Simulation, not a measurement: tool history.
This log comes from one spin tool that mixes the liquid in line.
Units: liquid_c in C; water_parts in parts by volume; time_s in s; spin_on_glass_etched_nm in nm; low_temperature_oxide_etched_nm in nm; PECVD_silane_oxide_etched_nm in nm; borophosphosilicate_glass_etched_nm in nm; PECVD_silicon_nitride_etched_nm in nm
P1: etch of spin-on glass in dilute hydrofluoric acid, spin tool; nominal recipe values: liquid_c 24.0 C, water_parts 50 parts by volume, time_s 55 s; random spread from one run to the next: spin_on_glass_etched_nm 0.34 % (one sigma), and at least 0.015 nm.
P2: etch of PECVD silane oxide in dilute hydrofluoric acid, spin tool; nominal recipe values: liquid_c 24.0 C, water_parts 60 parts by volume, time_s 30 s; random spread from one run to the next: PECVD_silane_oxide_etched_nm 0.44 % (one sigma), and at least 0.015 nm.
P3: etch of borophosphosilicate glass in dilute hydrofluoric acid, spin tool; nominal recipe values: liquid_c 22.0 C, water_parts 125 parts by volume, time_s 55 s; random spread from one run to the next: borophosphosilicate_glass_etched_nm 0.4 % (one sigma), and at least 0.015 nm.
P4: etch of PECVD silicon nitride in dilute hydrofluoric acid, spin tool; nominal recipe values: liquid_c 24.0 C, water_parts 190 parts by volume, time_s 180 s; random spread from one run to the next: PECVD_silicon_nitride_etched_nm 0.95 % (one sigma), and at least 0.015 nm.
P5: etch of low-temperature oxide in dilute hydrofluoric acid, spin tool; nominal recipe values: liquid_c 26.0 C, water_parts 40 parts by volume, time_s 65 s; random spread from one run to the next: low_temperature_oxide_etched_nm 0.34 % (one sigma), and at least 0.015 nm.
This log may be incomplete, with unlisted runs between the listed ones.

run   hour  process  liquid_c  water_parts  time_s  hours since the thermometer was replaced  hours since the hydrofluoric acid flow meter was replaced  spin_on_glass_etched_nm  low_temperature_oxide_etched_nm  PECVD_silane_oxide_etched_nm  borophosphosilicate_glass_etched_nm  PECVD_silicon_nitride_etched_nm
  1   11.7       P1      24.0           50      55                                     495.7                                                     1512.7                   42.329
  2   19.9       P5      26.0           25      65                                     503.9                                                     1520.9                                                    32.119
  3   34.4       P1      17.0           50     100                                     518.4                                                     1535.4                   57.317
  4   48.6       P2      24.0           60      15                                     532.6                                                     1549.6                                                                                  12.638
  5   62.5       P1      24.0           50      55                                     546.5                                                     1563.5                   42.568
  6   73.9       P1      24.0           75      55                                     557.9                                                     1574.9                   27.377
  7   84.4       P1      24.0           50      20                                     568.4                                                     1585.4                   15.483
  8   98.9       P3      29.0          125      55                                     582.9                                                     1599.9                                                                                                                      17.4220
  9  110.5       P3      22.0           25      55                                     594.5                                                     1611.5                                                                                                                      76.1560
 10  119.4       P1      24.0           50      55                                     603.4                                                     1620.4                   42.081
 11  132.1       P5      26.0           40     130                                     616.1                                                     1633.1                                                    39.347
 12  146.5       P1      24.0           20      55                                     630.5                                                     1647.5                  110.250
 13  155.3       P4      24.0          190     320                                     639.3                                                     1656.3                                                                                                                                                        3.9556
 14  163.7       P1      24.0           50      55                                     647.7                                                     1664.7                   42.319
 15  172.2       P3      22.0          125      25                                     656.2                                                     1673.2                                                                                                                       6.1061
 16  187.4       P1      24.0           50     105                                     671.4                                                     1688.4                   80.670
 17  200.7       P4      24.0          190     180                                     684.7                                                     1701.7                                                                                                                                                        2.2460
 18  208.3       P2      24.0           90      30                                     692.3                                                     1709.3                                                                                  16.306
 19  223.7       P1      31.0           50      55                                     707.7                                                     1724.7                   55.785
 20  236.4       P5      26.0           40      65                                     720.4                                                     1737.4                                                    19.692
 21  246.8       P1      24.0           50      55                                     730.8                                                     1747.8                   42.087
 22  254.5       P5      26.0           40      65                                     738.5                                                     1755.5                                                    19.681
 23  269.0       P2      17.0           60      30                                     753.0                                                     1770.0                                                                                  18.825
 24  281.7       P5      33.5           40      65                                     765.7                                                     1782.7                                                    26.488
 25  289.4       P2      24.0           60      30                                     773.4                                                     1790.4                                                                                  25.181
 26  303.4       P2      24.0           60      30                                     787.4                                                     1804.4                                                                                  25.237
 27  311.2       P3      22.0          125      55                                     795.2                                                     1812.2                                                                                                                      13.3720
 28  321.3       P1      24.0           50      55                                     805.3                                                     1822.3                   42.348
 29  336.9       P4      32.0          190     180                                     820.9                                                     1837.9                                                                                                                                                        3.6311
 30  351.7       P4      24.0           35     180                                     835.7                                                     1852.7                                                                                                                                                       11.8560
 31  360.3       P3      22.0          125      55                                     844.3                                                     1861.3                                                                                                                      13.3950
 32  376.2       P1      24.0           50      55                                     860.2                                                     1877.2                   42.296
 33  387.7       P1      19.0           50      55                                     871.7                                                     1888.7                   34.103
 34  403.3       P1      24.0           50      55                                     887.3                                                     1904.3                   42.396

What does the tool deliver on the next run?
 35  418.9       P1      24.0           50      55                                     902.9                                                     1919.9                        ?

Logged for run 35: spin_on_glass_etched_nm 44.005 nm.

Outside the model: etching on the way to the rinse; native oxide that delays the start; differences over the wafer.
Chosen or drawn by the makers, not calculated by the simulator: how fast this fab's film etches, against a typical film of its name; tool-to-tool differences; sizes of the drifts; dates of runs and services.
